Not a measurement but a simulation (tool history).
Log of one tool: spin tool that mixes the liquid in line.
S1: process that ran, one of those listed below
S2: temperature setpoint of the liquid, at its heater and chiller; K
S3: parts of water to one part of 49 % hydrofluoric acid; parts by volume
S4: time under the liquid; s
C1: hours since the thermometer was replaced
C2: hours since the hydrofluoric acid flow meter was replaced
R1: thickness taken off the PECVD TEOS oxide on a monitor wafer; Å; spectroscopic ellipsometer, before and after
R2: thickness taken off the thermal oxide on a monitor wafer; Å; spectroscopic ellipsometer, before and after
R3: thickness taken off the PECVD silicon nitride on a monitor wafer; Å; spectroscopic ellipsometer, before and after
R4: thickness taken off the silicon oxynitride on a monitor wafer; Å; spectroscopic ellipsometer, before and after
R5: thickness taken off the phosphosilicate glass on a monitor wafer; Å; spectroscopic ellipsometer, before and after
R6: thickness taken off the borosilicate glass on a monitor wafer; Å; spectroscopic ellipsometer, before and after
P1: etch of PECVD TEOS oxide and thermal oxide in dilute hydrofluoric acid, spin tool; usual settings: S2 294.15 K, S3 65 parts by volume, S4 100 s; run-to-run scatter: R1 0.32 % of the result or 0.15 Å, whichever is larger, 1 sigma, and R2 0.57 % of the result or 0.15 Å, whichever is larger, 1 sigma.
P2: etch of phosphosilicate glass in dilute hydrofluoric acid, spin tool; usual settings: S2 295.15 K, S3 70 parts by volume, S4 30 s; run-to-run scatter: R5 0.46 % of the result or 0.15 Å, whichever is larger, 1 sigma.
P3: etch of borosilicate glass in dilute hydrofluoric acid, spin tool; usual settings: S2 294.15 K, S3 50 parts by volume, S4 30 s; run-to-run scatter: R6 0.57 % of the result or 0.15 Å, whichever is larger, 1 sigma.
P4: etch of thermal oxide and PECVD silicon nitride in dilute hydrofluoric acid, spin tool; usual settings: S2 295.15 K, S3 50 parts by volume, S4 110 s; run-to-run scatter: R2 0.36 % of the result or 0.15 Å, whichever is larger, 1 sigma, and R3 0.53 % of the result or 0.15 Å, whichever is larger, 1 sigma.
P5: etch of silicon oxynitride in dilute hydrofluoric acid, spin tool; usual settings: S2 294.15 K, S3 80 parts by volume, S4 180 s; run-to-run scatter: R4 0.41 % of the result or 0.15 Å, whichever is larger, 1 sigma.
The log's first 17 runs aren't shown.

run   hour  S1      S2   S3   S4     C1     C2      R1      R2      R3      R4     R5      R6
 18   75.3  P1  290.15   65  100    218    303  211.49  57.067
 19   80.3  P1  294.15   65   15    223    308  37.143  10.357
 20   85.5  P3  299.65   50   30  228.2  313.2                                         150.42
 21   89.5  P1  294.15   65  195  232.2  317.2  487.09  132.36
 22   93.6  P2  295.15   70   30  236.3  321.3                                  581.3
      98.2  -- thermometer replaced
 23   98.6  P3  294.15   50   60    0.5  326.3                                         239.31
 24  102.6  P4  295.15   50   55    4.5  330.3          52.502  23.024
 25    106  P5  290.15   80  180    7.9  333.7                          52.941
 26  110.2  P5  294.15  135  180   12.1  337.9                          37.222
 27  114.6  P1  294.15   65  100   16.5  342.3  249.97  68.092
 28  117.9  P1  294.15   25  185   19.8  345.6  1262.9  343.36
 29  122.6  P3  294.15   50   30   24.5  350.3                                         118.91
 30  126.9  P3  294.15   50   30   28.8  354.6                                         118.54
 31    130  P1  294.15   65  100   31.9  357.7  248.49  68.239
 32  132.6  P1  294.15   65  100   34.5  360.3  249.41  68.577
 33  137.6  P1  294.15   65  100   39.5  365.3  249.29  67.725
 34    143  P1  294.15   65  100   44.9  370.7  242.86  65.936
 35  146.2  P1  294.15   65  100   48.1  373.9  238.44  65.015

Forecast run 36:
 36   151  P1  294.15  65  100  52.9  378.7   ?   ?

Run 36 gave R1 237.15 Å, R2 64.098 Å.

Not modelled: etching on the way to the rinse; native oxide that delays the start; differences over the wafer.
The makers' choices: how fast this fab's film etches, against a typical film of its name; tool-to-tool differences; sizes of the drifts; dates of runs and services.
